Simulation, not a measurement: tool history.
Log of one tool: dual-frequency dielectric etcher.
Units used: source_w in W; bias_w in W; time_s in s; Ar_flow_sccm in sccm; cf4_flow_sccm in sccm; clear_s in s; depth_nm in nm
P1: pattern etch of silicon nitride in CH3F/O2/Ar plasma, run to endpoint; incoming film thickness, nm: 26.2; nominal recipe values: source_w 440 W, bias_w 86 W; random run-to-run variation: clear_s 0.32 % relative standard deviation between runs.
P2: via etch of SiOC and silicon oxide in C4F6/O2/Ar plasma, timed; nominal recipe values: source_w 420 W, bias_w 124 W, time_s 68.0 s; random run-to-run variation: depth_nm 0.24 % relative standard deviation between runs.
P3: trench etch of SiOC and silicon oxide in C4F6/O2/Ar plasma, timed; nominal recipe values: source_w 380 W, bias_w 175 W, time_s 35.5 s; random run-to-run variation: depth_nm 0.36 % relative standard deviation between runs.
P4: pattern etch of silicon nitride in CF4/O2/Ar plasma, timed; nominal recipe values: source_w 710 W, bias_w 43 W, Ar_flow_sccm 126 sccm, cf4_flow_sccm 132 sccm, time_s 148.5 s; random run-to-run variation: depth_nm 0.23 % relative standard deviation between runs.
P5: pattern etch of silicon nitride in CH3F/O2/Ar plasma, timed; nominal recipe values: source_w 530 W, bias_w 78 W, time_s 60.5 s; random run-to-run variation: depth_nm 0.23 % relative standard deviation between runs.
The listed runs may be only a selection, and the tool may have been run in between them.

run 1 hour=4.6 | process=P1 source_w=440 bias_w=86 | clear_s=35.922
run 2 hour=13.4 | process=P2 source_w=420 bias_w=124 time_s=68.0 | depth_nm=68.866
run 3 hour=21.6 | process=P2 source_w=420 bias_w=161 time_s=68.0 | depth_nm=74.347
run 4 hour=31.4 | process=P1 source_w=560 bias_w=70 | clear_s=35.120
run 5 hour=37.3 | process=P2 source_w=420 bias_w=124 time_s=42.5 | depth_nm=42.889
run 6 hour=44.2 | process=P3 source_w=380 bias_w=175 time_s=23.5 | depth_nm=43.727
run 7 hour=53.8 | process=P1 source_w=440 bias_w=114 | clear_s=32.424
run 8 hour=59.6 | process=P3 source_w=380 bias_w=175 time_s=35.5 | depth_nm=66.731
run 9 hour=66.0 | process=P1 source_w=440 bias_w=86 | clear_s=35.994
run 10 hour=71.7 | process=P1 source_w=440 bias_w=86 | clear_s=35.695
-- hour=73.1 source power generator calibrated
run 11 hour=79.1 | process=P2 source_w=420 bias_w=124 time_s=68.0 | depth_nm=68.826
run 12 hour=87.5 | process=P4 source_w=710 bias_w=43 time_s=148.5 Ar_flow_sccm=126 cf4_flow_sccm=132 | depth_nm=374.160
run 13 hour=96.1 | process=P1 source_w=440 bias_w=86 | clear_s=35.935
run 14 hour=104.1 | process=P4 source_w=460 bias_w=43 time_s=148.5 Ar_flow_sccm=126 cf4_flow_sccm=132 | depth_nm=255.490
run 15 hour=110.9 | process=P4 source_w=710 bias_w=27 time_s=148.5 Ar_flow_sccm=126 cf4_flow_sccm=132 | depth_nm=320.680
run 16 hour=118.4 | process=P3 source_w=380 bias_w=237 time_s=35.5 | depth_nm=73.241
run 17 hour=125.0 | process=P1 source_w=340 bias_w=86 | clear_s=39.362
run 18 hour=130.4 | process=P1 source_w=440 bias_w=86 | clear_s=35.788
run 19 hour=139.0 | process=P1 source_w=600 bias_w=86 | clear_s=31.919
run 20 hour=143.9 | process=P4 source_w=710 bias_w=43 time_s=148.5 Ar_flow_sccm=126 cf4_flow_sccm=98 | depth_nm=357.230
run 21 hour=153.2 | process=P1 source_w=440 bias_w=61 | clear_s=40.150
run 22 hour=159.2 | process=P5 source_w=340 bias_w=78 time_s=60.5 | depth_nm=42.098
run 23 hour=169.0 | process=P1 source_w=440 bias_w=86 | clear_s=35.719
run 24 hour=178.0 | process=P5 source_w=530 bias_w=78 time_s=85.5 | depth_nm=70.530
run 25 hour=184.0 | process=P5 source_w=530 bias_w=108 time_s=60.5 | depth_nm=55.845
run 26 hour=192.9 | process=P1 source_w=440 bias_w=86 | clear_s=35.752
run 27 hour=199.4 | process=P2 source_w=580 bias_w=124 time_s=68.0 | depth_nm=78.305
run 28 hour=209.3 | process=P5 source_w=530 bias_w=78 time_s=60.5 | depth_nm=49.740
run 29 hour=215.0 | process=P3 source_w=300 bias_w=175 time_s=35.5 | depth_nm=60.655
run 30 hour=223.1 | process=P4 source_w=710 bias_w=43 time_s=148.5 Ar_flow_sccm=73 cf4_flow_sccm=132 | depth_nm=398.100
run 31 hour=230.6 | process=P4 source_w=710 bias_w=43 time_s=81.5 Ar_flow_sccm=126 cf4_flow_sccm=132 | depth_nm=205.080
run 32 hour=239.9 | process=P1 source_w=440 bias_w=86 | clear_s=35.899
run 33 hour=248.8 | process=P1 source_w=440 bias_w=86 | clear_s=35.547
run 34 hour=257.6 | process=P1 source_w=440 bias_w=86 | clear_s=35.300
run 35 hour=263.0 | process=P1 source_w=440 bias_w=86 | clear_s=35.290
-- hour=269.0 wet clean of the chamber
run 36 hour=271.1 | process=P1 source_w=440 bias_w=86 | clear_s=35.338
run 37 hour=275.5 | process=P1 source_w=440 bias_w=86 | clear_s=35.101
run 38 hour=281.5 | process=P1 source_w=440 bias_w=86 | clear_s=35.213
run 39 hour=286.4 | process=P1 source_w=440 bias_w=86 | clear_s=35.251
run 40 hour=293.7 | process=P1 source_w=440 bias_w=86 | clear_s=35.144

The output of P1 has drifted from where it used to be. Each of the 2 causes below, taken at the size shown beside it, accounts for the log equally well:
A: source power that arrives over what is set, % = 4.39
B: bias power that arrives over what is set, % = 4.65
Onset of the creep was near hour 239.9.
Every other cause this tool's parts could produce, and why it does not fit the log:
chamber walls in a state that raises the etch rate, %: serviced at hour 269.0, which brought nothing back

Below are 4 check runs, each on a single wafer, with their results shown as question marks. Which of them would tell the listed causes apart, meaning the causes would give clearly different results under it?
run check 1 hour=301.0 | process=P5 source_w=530 bias_w=96 time_s=60.5 | depth_nm=?
run check 2 hour=301.0 | process=P3 source_w=380 bias_w=226 time_s=35.5 | depth_nm=?
run check 3 hour=301.0 | process=P4 source_w=710 bias_w=36 time_s=148.5 Ar_flow_sccm=126 cf4_flow_sccm=132 | depth_nm=?
run check 4 hour=301.0 | process=P2 source_w=540 bias_w=157 time_s=68.0 | depth_nm=?

Expected result of each check under each candidate cause:
check=check_1 result=depth_nm if_A=54.400 if_B=54.409
check=check_2 result=depth_nm if_A=73.215 if_B=73.120
check=check_3 result=depth_nm if_A=365.670 if_B=357.450
check=check_4 result=depth_nm if_A=82.864 if_B=82.619
Distance between the nearest two causes, measured in the result of the check that separates them most: check 1 0.02 %; check 2 0.13 %; check 3 2.27 %; check 4 0.3 %
The causes can be told apart only by check 3. The other checks would give nearly the same results under each of them.

Here is what check 3 returned: depth_nm 356.670 nm. Which cause is it?

The cause is B: bias power that arrives over what is set, %.
